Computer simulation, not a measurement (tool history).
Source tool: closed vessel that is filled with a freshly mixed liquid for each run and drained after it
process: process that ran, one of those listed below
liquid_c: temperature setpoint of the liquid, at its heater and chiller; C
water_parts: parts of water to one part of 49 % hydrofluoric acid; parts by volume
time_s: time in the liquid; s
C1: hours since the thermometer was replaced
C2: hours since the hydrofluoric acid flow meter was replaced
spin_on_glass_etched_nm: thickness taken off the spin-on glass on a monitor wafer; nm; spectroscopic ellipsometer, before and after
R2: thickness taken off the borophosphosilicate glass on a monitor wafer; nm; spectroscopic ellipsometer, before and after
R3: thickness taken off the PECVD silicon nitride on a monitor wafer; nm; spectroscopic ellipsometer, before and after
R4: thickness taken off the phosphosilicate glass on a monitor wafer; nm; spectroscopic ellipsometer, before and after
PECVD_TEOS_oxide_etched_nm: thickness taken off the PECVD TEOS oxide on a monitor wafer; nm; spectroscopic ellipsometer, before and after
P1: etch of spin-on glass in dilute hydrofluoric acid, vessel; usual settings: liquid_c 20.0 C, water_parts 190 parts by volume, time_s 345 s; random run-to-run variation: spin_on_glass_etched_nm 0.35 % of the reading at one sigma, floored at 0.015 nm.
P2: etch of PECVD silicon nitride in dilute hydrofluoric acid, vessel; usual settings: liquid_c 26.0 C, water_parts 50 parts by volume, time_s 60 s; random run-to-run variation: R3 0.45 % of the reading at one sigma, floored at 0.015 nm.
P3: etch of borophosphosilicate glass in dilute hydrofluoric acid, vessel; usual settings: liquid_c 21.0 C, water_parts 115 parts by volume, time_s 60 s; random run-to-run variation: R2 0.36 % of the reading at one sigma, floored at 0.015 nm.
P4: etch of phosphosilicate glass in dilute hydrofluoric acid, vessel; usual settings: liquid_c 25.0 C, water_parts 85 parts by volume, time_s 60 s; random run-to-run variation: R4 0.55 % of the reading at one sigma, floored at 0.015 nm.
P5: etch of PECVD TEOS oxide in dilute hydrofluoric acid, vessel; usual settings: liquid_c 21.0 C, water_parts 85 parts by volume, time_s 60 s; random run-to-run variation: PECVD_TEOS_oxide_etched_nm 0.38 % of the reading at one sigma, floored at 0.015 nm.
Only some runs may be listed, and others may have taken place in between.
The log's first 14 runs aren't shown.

{"run": 15, "day": 6.221, "process": "P1", "liquid_c": 27.5, "water_parts": 190, "time_s": 345, "C1": 489.8, "C2": 345.1, "spin_on_glass_etched_nm": 47.102}
{"run": 16, "day": 6.488, "process": "P3", "liquid_c": 21.0, "water_parts": 115, "time_s": 60, "C1": 496.2, "C2": 351.5, "R2": 26.416}
{"run": 17, "day": 6.904, "process": "P5", "liquid_c": 17.0, "water_parts": 85, "time_s": 60, "C1": 506.2, "C2": 361.5, "PECVD_TEOS_oxide_etched_nm": 7.3188}
{"run": 18, "day": 7.425, "process": "P4", "liquid_c": 25.0, "water_parts": 125, "time_s": 60, "C1": 518.7, "C2": 374.0, "R4": 99.114}
{"run": 19, "day": 7.742, "process": "P4", "liquid_c": 25.0, "water_parts": 85, "time_s": 60, "C1": 526.3, "C2": 381.6, "R4": 152.44}
{"run": 20, "day": 8.142, "process": "P1", "liquid_c": 20.0, "water_parts": 190, "time_s": 345, "C1": 535.9, "C2": 391.2, "spin_on_glass_etched_nm": 35.762}
{"run": 21, "day": 8.471, "process": "P1", "liquid_c": 20.0, "water_parts": 190, "time_s": 345, "C1": 543.8, "C2": 399.1, "spin_on_glass_etched_nm": 35.523}
{"run": 22, "day": 8.979, "process": "P1", "liquid_c": 26.5, "water_parts": 190, "time_s": 575, "C1": 556.0, "C2": 411.3, "spin_on_glass_etched_nm": 75.503}
{"run": 23, "day": 9.267, "process": "P1", "liquid_c": 20.0, "water_parts": 330, "time_s": 345, "C1": 562.9, "C2": 418.2, "spin_on_glass_etched_nm": 18.092}
{"run": 24, "day": 9.712, "process": "P4", "liquid_c": 25.0, "water_parts": 85, "time_s": 30, "C1": 573.6, "C2": 428.9, "R4": 76.429}
{"run": 25, "day": 10.033, "process": "P5", "liquid_c": 21.0, "water_parts": 85, "time_s": 60, "C1": 581.3, "C2": 436.6, "PECVD_TEOS_oxide_etched_nm": 8.6004}
{"run": 26, "day": 10.45, "process": "P3", "liquid_c": 21.0, "water_parts": 115, "time_s": 60, "C1": 591.3, "C2": 446.6, "R2": 26.216}
{"run": 27, "day": 10.85, "process": "P2", "liquid_c": 26.0, "water_parts": 75, "time_s": 60, "C1": 600.9, "C2": 456.2, "R3": 4.4603}

Run 28, settings as shown, results not yet in. Your forecast:
{"day": 11.254, "done": "hydrofluoric acid flow meter replaced"}
{"run": 28, "day": 11.312, "process": "P2", "liquid_c": 32.5, "water_parts": 50, "time_s": 60, "C1": 612.0, "C2": 1.5, "R3": "?"}

Run 28 came out at R3 10.2330 nm.
